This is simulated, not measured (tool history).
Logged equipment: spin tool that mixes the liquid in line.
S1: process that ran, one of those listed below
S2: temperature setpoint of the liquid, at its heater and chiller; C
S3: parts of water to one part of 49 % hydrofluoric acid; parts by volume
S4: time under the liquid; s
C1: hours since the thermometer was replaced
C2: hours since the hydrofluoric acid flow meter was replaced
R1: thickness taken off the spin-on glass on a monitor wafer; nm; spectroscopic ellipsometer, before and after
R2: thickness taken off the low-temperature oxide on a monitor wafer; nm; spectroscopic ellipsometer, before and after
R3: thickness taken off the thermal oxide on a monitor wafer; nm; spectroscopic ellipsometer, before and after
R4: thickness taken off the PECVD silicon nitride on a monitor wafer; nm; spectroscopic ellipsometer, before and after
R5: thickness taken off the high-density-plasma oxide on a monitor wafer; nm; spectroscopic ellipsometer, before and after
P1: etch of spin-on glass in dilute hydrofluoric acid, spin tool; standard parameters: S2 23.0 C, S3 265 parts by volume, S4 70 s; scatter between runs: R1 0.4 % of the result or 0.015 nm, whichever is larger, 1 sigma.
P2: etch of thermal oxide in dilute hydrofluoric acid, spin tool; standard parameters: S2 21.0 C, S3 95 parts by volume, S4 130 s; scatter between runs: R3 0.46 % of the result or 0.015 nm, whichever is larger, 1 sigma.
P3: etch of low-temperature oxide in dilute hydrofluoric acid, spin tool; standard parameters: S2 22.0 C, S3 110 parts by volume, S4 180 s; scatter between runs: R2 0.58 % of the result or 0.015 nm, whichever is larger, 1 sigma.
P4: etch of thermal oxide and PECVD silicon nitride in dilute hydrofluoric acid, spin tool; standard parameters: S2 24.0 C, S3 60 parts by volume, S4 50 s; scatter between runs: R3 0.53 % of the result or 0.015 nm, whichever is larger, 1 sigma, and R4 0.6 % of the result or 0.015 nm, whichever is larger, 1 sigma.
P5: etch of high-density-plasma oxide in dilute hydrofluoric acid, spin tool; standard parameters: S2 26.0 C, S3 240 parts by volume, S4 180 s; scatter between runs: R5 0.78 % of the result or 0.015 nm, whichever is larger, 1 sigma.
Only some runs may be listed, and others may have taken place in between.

run,day,S1,S2,S3,S4,C1,C2,R1,R2,R3,R4,R5
1,0.179,P1,23.0,265,70,1505.9,470.6,8.6805,,,,
2,0.342,P1,23.0,265,70,1509.8,474.5,8.5912,,,,
3,0.525,P3,22.0,110,65,1514.2,478.9,,18.779,,,
4,0.642,P3,22.0,160,180,1517.0,481.7,,33.608,,,
5,0.746,P4,24.0,60,100,1519.5,484.2,,,7.98810,9.2728,
6,0.896,P3,30.0,110,180,1523.1,487.8,,70.519,,,
7,1.067,P1,23.0,265,70,1527.2,491.9,8.6296,,,,
8,1.221,P5,26.0,240,30,1530.9,495.6,,,,,0.54072
9,1.388,P5,34.0,240,180,1534.9,499.6,,,,,4.56020
10,1.488,P1,23.0,265,135,1537.3,502.0,16.5590,,,,
11,1.671,P2,25.5,95,130,1541.7,506.4,,,6.76220,,
12,1.838,P4,24.0,100,50,1545.7,510.4,,,2.27850,2.8056,
13,1.954,P5,26.0,240,180,1548.5,513.2,,,,,3.43880
14,2.067,P4,24.0,60,50,1551.2,515.9,,,3.99010,4.6703,
15,2.171,P3,22.0,110,180,1553.7,518.4,,52.464,,,
16,2.321,P2,21.0,95,130,1557.3,522.0,,,5.62160,,
17,2.408,P4,32.0,60,50,1559.4,524.1,,,5.55170,7.7788,
18,2.521,P1,23.0,265,35,1562.1,526.8,4.3360,,,,
19,2.662,P2,21.0,175,130,1565.5,530.2,,,2.77620,,
20,2.762,P5,26.0,240,180,1567.9,532.6,,,,,3.42580
21,2.896,P2,21.0,95,20,1571.1,535.8,,,0.86331,,
22,3.042,P1,17.0,430,70,1574.6,539.3,3.7083,,,,

Run 23 comes next. What will it give?
# day 3.058: hydrofluoric acid flow meter replaced
23,3.192,P1,23.0,60,70,1578.2,3.3,?,,,,

Run 23 came out at R1 47.6440 nm.

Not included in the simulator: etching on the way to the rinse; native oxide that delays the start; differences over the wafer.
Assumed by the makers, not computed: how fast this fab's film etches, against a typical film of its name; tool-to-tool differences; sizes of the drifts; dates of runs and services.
